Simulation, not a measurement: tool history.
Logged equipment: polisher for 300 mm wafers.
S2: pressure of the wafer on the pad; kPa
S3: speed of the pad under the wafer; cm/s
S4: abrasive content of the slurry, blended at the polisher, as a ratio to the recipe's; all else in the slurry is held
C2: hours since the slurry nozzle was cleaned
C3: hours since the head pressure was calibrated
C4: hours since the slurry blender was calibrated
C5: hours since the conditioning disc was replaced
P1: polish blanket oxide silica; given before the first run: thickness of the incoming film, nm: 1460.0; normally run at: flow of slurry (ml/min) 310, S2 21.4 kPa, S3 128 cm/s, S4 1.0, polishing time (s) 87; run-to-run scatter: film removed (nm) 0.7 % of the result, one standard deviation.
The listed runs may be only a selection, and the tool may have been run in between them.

{"run": 1, "day": 0.6, "flow of slurry (ml/min)": 310, "S2": 21.4, "S3": 128, "S4": 1.0, "polishing time (s)": 87, "wafers polished on this pad": 805, "C2": 268.9, "C3": 750.8, "C4": 186.3, "C5": 382.4, "film removed (nm)": 196.98}
{"run": 2, "day": 1.108, "flow of slurry (ml/min)": 310, "S2": 21.4, "S3": 128, "S4": 1.2, "polishing time (s)": 87, "wafers polished on this pad": 881, "C2": 281.1, "C3": 763.0, "C4": 198.5, "C5": 394.6, "film removed (nm)": 213.81}
{"run": 3, "day": 1.608, "flow of slurry (ml/min)": 310, "S2": 21.4, "S3": 128, "S4": 1.0, "polishing time (s)": 87, "wafers polished on this pad": 955, "C2": 293.1, "C3": 775.0, "C4": 210.5, "C5": 406.6, "film removed (nm)": 199.33}
{"run": 4, "day": 2.054, "flow of slurry (ml/min)": 430, "S2": 21.4, "S3": 128, "S4": 0.6, "polishing time (s)": 87, "wafers polished on this pad": 1021, "C2": 303.8, "C3": 785.7, "C4": 221.2, "C5": 417.3, "film removed (nm)": 153.93}
{"run": 5, "day": 2.704, "flow of slurry (ml/min)": 310, "S2": 21.4, "S3": 72, "S4": 1.0, "polishing time (s)": 87, "wafers polished on this pad": 1118, "C2": 319.4, "C3": 801.3, "C4": 236.8, "C5": 432.9, "film removed (nm)": 123.27}
{"run": 6, "day": 3.238, "flow of slurry (ml/min)": 310, "S2": 9.7, "S3": 128, "S4": 1.0, "polishing time (s)": 87, "wafers polished on this pad": 1197, "C2": 332.2, "C3": 814.1, "C4": 249.6, "C5": 445.7, "film removed (nm)": 88.699}
{"run": 7, "day": 3.629, "flow of slurry (ml/min)": 185, "S2": 21.4, "S3": 128, "S4": 1.0, "polishing time (s)": 87, "wafers polished on this pad": 1256, "C2": 341.6, "C3": 823.5, "C4": 259.0, "C5": 455.1, "film removed (nm)": 187.31}
{"run": 8, "day": 4.258, "flow of slurry (ml/min)": 485, "S2": 21.4, "S3": 128, "S4": 1.0, "polishing time (s)": 87, "wafers polished on this pad": 1349, "C2": 356.7, "C3": 838.6, "C4": 274.1, "C5": 470.2, "film removed (nm)": 204.29}
{"run": 9, "day": 4.767, "flow of slurry (ml/min)": 310, "S2": 21.4, "S3": 128, "S4": 1.0, "polishing time (s)": 65, "wafers polished on this pad": 1425, "C2": 368.9, "C3": 850.8, "C4": 286.3, "C5": 482.4, "film removed (nm)": 148.42}
{"run": 10, "day": 5.358, "flow of slurry (ml/min)": 310, "S2": 21.4, "S3": 128, "S4": 1.0, "polishing time (s)": 87, "wafers polished on this pad": 1513, "C2": 383.1, "C3": 865.0, "C4": 300.5, "C5": 496.6, "film removed (nm)": 198.25}
{"run": 11, "day": 6.021, "flow of slurry (ml/min)": 310, "S2": 21.4, "S3": 198, "S4": 1.0, "polishing time (s)": 87, "wafers polished on this pad": 1611, "C2": 399.0, "C3": 880.9, "C4": 316.4, "C5": 512.5, "film removed (nm)": 282.52}
{"run": 12, "day": 6.488, "flow of slurry (ml/min)": 310, "S2": 31.7, "S3": 128, "S4": 1.0, "polishing time (s)": 87, "wafers polished on this pad": 1680, "C2": 410.2, "C3": 892.1, "C4": 327.6, "C5": 523.7, "film removed (nm)": 290.47}
{"run": 13, "day": 7.138, "flow of slurry (ml/min)": 310, "S2": 21.4, "S3": 128, "S4": 1.0, "polishing time (s)": 87, "wafers polished on this pad": 1777, "C2": 425.8, "C3": 907.7, "C4": 343.2, "C5": 539.3, "film removed (nm)": 197.5}
{"run": 14, "day": 7.896, "flow of slurry (ml/min)": 310, "S2": 21.4, "S3": 128, "S4": 1.0, "polishing time (s)": 87, "wafers polished on this pad": 1890, "C2": 444.0, "C3": 925.9, "C4": 361.4, "C5": 557.5, "film removed (nm)": 197.83}
{"run": 15, "day": 8.304, "flow of slurry (ml/min)": 310, "S2": 21.4, "S3": 128, "S4": 1.0, "polishing time (s)": 125, "wafers polished on this pad": 1950, "C2": 453.8, "C3": 935.7, "C4": 371.2, "C5": 567.3, "film removed (nm)": 283.28}
{"run": 16, "day": 8.854, "flow of slurry (ml/min)": 310, "S2": 21.4, "S3": 128, "S4": 0.7, "polishing time (s)": 87, "wafers polished on this pad": 2032, "C2": 467.0, "C3": 948.9, "C4": 384.4, "C5": 580.5, "film removed (nm)": 165.11}
{"run": 17, "day": 9.308, "flow of slurry (ml/min)": 310, "S2": 21.4, "S3": 128, "S4": 1.0, "polishing time (s)": 87, "wafers polished on this pad": 2100, "C2": 477.9, "C3": 959.8, "C4": 395.3, "C5": 591.4, "film removed (nm)": 196.28}
{"run": 18, "day": 9.654, "flow of slurry (ml/min)": 310, "S2": 21.4, "S3": 128, "S4": 1.0, "polishing time (s)": 87, "wafers polished on this pad": 2151, "C2": 486.2, "C3": 968.1, "C4": 403.6, "C5": 599.7, "film removed (nm)": 192.53}
{"run": 19, "day": 10.008, "flow of slurry (ml/min)": 310, "S2": 21.4, "S3": 128, "S4": 1.0, "polishing time (s)": 87, "wafers polished on this pad": 2204, "C2": 494.7, "C3": 976.6, "C4": 412.1, "C5": 608.2, "film removed (nm)": 187.39}
{"run": 20, "day": 10.579, "flow of slurry (ml/min)": 310, "S2": 21.4, "S3": 128, "S4": 1.0, "polishing time (s)": 87, "wafers polished on this pad": 2289, "C2": 508.4, "C3": 990.3, "C4": 425.8, "C5": 621.9, "film removed (nm)": 183.07}
{"run": 21, "day": 11.108, "flow of slurry (ml/min)": 310, "S2": 21.4, "S3": 128, "S4": 1.0, "polishing time (s)": 87, "wafers polished on this pad": 2367, "C2": 521.1, "C3": 1003.0, "C4": 438.5, "C5": 634.6, "film removed (nm)": 181.54}
{"day": 11.558, "done": "head pressure recalibrated"}
{"run": 22, "day": 11.875, "flow of slurry (ml/min)": 310, "S2": 21.4, "S3": 128, "S4": 1.0, "polishing time (s)": 87, "wafers polished on this pad": 2481, "C2": 539.5, "C3": 7.6, "C4": 456.9, "C5": 653.0, "film removed (nm)": 178.84}
{"day": 12.067, "done": "conditioning disc replaced and pad reconditioned"}
{"run": 23, "day": 12.483, "flow of slurry (ml/min)": 310, "S2": 21.4, "S3": 128, "S4": 1.0, "polishing time (s)": 87, "wafers polished on this pad": 2572, "C2": 554.1, "C3": 22.2, "C4": 471.5, "C5": 10.0, "film removed (nm)": 174.94}

Run 24 has not been measured yet. What should we expect?
{"run": 24, "day": 12.954, "flow of slurry (ml/min)": 310, "S2": 21.4, "S3": 128, "S4": 1.0, "polishing time (s)": 87, "wafers polished on this pad": 2642, "C2": 565.4, "C3": 33.5, "C4": 482.8, "C5": 21.3, "film removed (nm)": "?"}

For run 24 the tool returned film removed (nm) 175.200.
